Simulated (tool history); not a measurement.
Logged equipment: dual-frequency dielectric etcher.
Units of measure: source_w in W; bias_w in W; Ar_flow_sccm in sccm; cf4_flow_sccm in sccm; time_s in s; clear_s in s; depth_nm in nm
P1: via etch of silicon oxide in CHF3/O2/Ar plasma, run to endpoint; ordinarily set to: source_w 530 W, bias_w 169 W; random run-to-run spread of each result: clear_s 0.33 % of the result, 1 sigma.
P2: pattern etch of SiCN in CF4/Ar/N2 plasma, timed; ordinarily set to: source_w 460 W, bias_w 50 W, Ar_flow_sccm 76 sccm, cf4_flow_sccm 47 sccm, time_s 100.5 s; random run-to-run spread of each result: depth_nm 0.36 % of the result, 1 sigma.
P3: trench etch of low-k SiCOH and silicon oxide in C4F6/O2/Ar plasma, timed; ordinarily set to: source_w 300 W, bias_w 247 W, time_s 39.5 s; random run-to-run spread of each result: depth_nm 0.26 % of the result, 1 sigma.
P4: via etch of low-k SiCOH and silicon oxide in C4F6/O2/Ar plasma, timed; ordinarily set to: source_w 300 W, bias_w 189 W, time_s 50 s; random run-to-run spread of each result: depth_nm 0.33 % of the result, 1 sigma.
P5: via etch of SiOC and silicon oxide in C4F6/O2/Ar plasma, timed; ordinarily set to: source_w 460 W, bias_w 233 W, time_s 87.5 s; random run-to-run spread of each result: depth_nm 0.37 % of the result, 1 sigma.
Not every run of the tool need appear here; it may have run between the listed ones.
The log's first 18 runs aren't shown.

| run | hour | process | source_w | bias_w | Ar_flow_sccm | cf4_flow_sccm | time_s | hours since the last wet clean | hours since the last source power generator calibration | hours since the last bias power generator calibration | clear_s | depth_nm |
|---|---|---|---|---|---|---|---|---|---|---|---|---|
| 19 | 258.1 | P3 | 410 | 247 |  |  | 39.5 | 333.8 | 1428.1 | 2691 |  | 145.21 |
| 20 | 276.2 | P2 | 460 | 50 | 76 | 64 | 100.5 | 351.9 | 1446.2 | 2709.1 |  | 78.428 |
| 21 | 292.8 | P1 | 680 | 169 |  |  |  | 368.5 | 1462.8 | 2725.7 | 395.32 |  |
| 22 | 311 | P2 | 350 | 50 | 76 | 47 | 100.5 | 386.7 | 1481 | 2743.9 |  | 59.162 |
| 23 | 322.4 | P2 | 460 | 67 | 76 | 47 | 100.5 | 398.1 | 1492.4 | 2755.3 |  | 82.352 |
| 24 | 337.3 | P4 | 300 | 189 |  |  | 27.5 | 413 | 1507.3 | 2770.2 |  | 63.528 |
| 25 | 346.4 | P1 | 430 | 169 |  |  |  | 422.1 | 1516.4 | 2779.3 | 472.36 |  |
| 26 | 359.2 | P1 | 430 | 103 |  |  |  | 434.9 | 1529.2 | 2792.1 | 551.93 |  |
| 27 | 374.9 | P3 | 300 | 247 |  |  | 59 | 450.6 | 1544.9 | 2807.8 |  | 191.92 |
| 28 | 393.9 | P5 | 460 | 142 |  |  | 87.5 | 469.6 | 1563.9 | 2826.8 |  | 97.378 |
| 29 | 406 | P3 | 300 | 159 |  |  | 39.5 | 481.7 | 1576 | 2838.9 |  | 111.18 |
| 30 | 425 | P5 | 650 | 233 |  |  | 87.5 | 500.7 | 1595 | 2857.9 |  | 130.49 |
| 31 | 435.7 | P1 | 530 | 215 |  |  |  | 511.4 | 1605.7 | 2868.6 | 400.19 |  |
| 32 | 448.3 | P1 | 530 | 169 |  |  |  | 524 | 1618.3 | 2881.2 | 433.14 |  |
| 33 | 465 | P1 | 530 | 169 |  |  |  | 540.7 | 1635 | 2897.9 | 435.83 |  |
| 34 | 476.3 | P1 | 530 | 169 |  |  |  | 552 | 1646.3 | 2909.2 | 436.74 |  |
| 35 | 494.2 | P1 | 530 | 169 |  |  |  | 569.9 | 1664.2 | 2927.1 | 439.58 |  |

Estimate the outcome of run 36 from the log above:
| 36 | 503 | P1 | 530 | 169 |  |  |  | 578.7 | 1673 | 2935.9 | ? |  |

{"run 36": {"clear_s": 440.88}}
